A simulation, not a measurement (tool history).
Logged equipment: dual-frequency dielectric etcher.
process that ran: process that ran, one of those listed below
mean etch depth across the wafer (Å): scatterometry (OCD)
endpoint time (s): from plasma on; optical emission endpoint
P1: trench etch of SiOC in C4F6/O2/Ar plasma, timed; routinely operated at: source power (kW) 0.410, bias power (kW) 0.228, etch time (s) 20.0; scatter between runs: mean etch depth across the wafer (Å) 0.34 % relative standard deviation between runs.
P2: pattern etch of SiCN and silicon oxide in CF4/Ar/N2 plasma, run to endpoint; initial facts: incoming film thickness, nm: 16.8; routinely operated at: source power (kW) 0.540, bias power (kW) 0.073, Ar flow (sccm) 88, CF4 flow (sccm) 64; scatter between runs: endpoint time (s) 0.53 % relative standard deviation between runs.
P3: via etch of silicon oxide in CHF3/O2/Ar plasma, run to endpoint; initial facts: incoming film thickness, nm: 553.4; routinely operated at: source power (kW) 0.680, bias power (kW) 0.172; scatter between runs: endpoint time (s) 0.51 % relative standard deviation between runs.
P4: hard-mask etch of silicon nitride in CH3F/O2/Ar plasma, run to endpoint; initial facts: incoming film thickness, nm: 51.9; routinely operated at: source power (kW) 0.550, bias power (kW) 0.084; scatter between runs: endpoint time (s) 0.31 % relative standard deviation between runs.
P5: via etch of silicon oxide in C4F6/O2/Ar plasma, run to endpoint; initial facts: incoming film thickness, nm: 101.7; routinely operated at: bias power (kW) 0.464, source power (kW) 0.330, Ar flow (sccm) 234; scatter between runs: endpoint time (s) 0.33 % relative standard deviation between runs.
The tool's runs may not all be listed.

run,hour,process that ran,source power (kW),bias power (kW),etch time (s),Ar flow (sccm),CF4 flow (sccm),hours since the last wet clean,hours since the last source power generator calibration,hours since the last bias power generator calibration,mean etch depth across the wafer (Å),endpoint time (s)
1,2.7,P1,0.410,0.228,20.0,,,199.9,1621.1,798.6,428.21,
2,6.9,P1,0.410,0.228,20.0,,,204.1,1625.3,802.8,428.45,
3,13.1,P1,0.410,0.228,20.0,,,210.3,1631.5,809.0,426.69,
4,18.6,P2,0.540,0.043,,88,64,215.8,1637.0,814.5,,20.076
5,24.4,P4,0.550,0.084,,,,221.6,1642.8,820.3,,61.547
6,28.5,P1,0.410,0.318,26.5,,,225.7,1646.9,824.4,634.93,
7,33.2,P2,0.540,0.073,,55,64,230.4,1651.6,829.1,,15.837
8,37.9,P3,0.680,0.172,,,,235.1,1656.3,833.8,,274.460
9,43.4,P1,0.410,0.168,20.0,,,240.6,1661.8,839.3,388.74,
10,48.3,P1,0.410,0.228,20.0,,,245.5,1666.7,844.2,426.82,
11,52.7,P2,0.410,0.073,,88,64,249.9,1671.1,848.6,,21.538
12,56.6,P5,0.330,0.464,,234,,253.8,1675.0,852.5,,22.984
13,59.5,P1,0.300,0.228,20.0,,,256.7,1677.9,855.4,380.22,
14,64.5,P1,0.410,0.228,12.0,,,261.7,1682.9,860.4,256.85,
15,69.5,P5,0.240,0.464,,234,,266.7,1687.9,865.4,,25.767
16,74.9,P4,0.740,0.084,,,,272.1,1693.3,870.8,,54.933
17,78.8,P1,0.410,0.228,20.0,,,276.0,1697.2,874.7,426.36,
18,83.4,P3,0.680,0.227,,,,280.6,1701.8,879.3,,248.820
19,89.6,P3,0.480,0.172,,,,286.8,1708.0,885.5,,311.880
20,95.2,P5,0.330,0.464,,314,,292.4,1713.6,891.1,,23.589
21,100.7,P1,0.410,0.228,25.5,,,297.9,1719.1,896.6,548.13,
22,104.2,P4,0.550,0.084,,,,301.4,1722.6,900.1,,61.515
23,110.2,P1,0.410,0.291,20.0,,,307.4,1728.6,906.1,464.79,
24,114.6,P5,0.330,0.464,,234,,311.8,1733.0,910.5,,22.907
# hour 117.9: wet clean of the chamber
25,118.8,P1,0.410,0.228,20.0,,,0.9,1737.2,914.7,426.67,
# hour 119.7: source power generator calibrated
26,122.6,P2,0.540,0.073,,88,38,4.7,2.9,918.5,,18.542
27,126.7,P5,0.330,0.573,,234,,8.8,7.0,922.6,,21.169
28,129.9,P4,0.550,0.119,,,,12.0,10.2,925.8,,54.532
29,133.2,P2,0.540,0.073,,88,64,15.3,13.5,929.1,,16.931
30,137.7,P1,0.500,0.228,20.0,,,19.8,18.0,933.6,460.89,
31,143.1,P1,0.410,0.228,20.0,,,25.2,23.4,939.0,427.04,
32,146.4,P1,0.410,0.228,20.0,,,28.5,26.7,942.3,426.38,
33,151.4,P1,0.410,0.228,20.0,,,33.5,31.7,947.3,422.10,
34,155.6,P1,0.410,0.228,20.0,,,37.7,35.9,951.5,420.99,
35,158.5,P1,0.410,0.228,20.0,,,40.6,38.8,954.4,418.97,
# hour 160.2: wet clean of the chamber
36,163.1,P1,0.410,0.228,20.0,,,3.0,43.4,959.0,421.60,
37,166.3,P1,0.410,0.228,20.0,,,6.2,46.6,962.2,421.52,

Compared with where it was, what P1 gives has crept away. Each cause listed below fits the log as well as the rest, at the size given for it:
A: source power that arrives under what is set, % = 4.28
B: bias power that arrives under what is set, % = 4.96
The process output started creeping at around hour 143.1.
Each remaining cause and why it is not a fit:
chamber walls in a state that lowers the etch rate, %: serviced at hour 160.2, after the change had begun; the process did not return to its earlier output

The list below offers 4 check runs, each averaging the results of 3 wafers, and shows each result as a question mark. For which of them would the listed causes give clearly different results?
check 1,169.5,P2,0.540,0.073,,88,64,,,,,?
check 2,169.5,P4,0.550,0.084,,,,,,,,?
check 3,169.5,P5,0.330,0.464,,234,,,,,,?
check 4,169.5,P3,0.680,0.172,,,,,,,,?

What every check run would give for each of its results, assuming each possible cause in turn:
check,result,if A,if B
check 1,endpoint time (s),17.595,17.215
check 2,endpoint time (s),62.690,62.751
check 3,endpoint time (s),23.235,23.301
check 4,endpoint time (s),278.340,278.310
Per check, the gap between the least separated pair of causes, taken in the result that splits them most: check 1 2.19 %; check 2 0.1 %; check 3 0.28 %; check 4 0.01 %
The other checks would show nearly matching results whichever cause is true, so check 1 is the only one that separates the causes.

Check 1 was then run and gave: endpoint time (s) 17.247. Which cause is it?

The correct cause is B, namely: bias power that arrives under what is set, %.
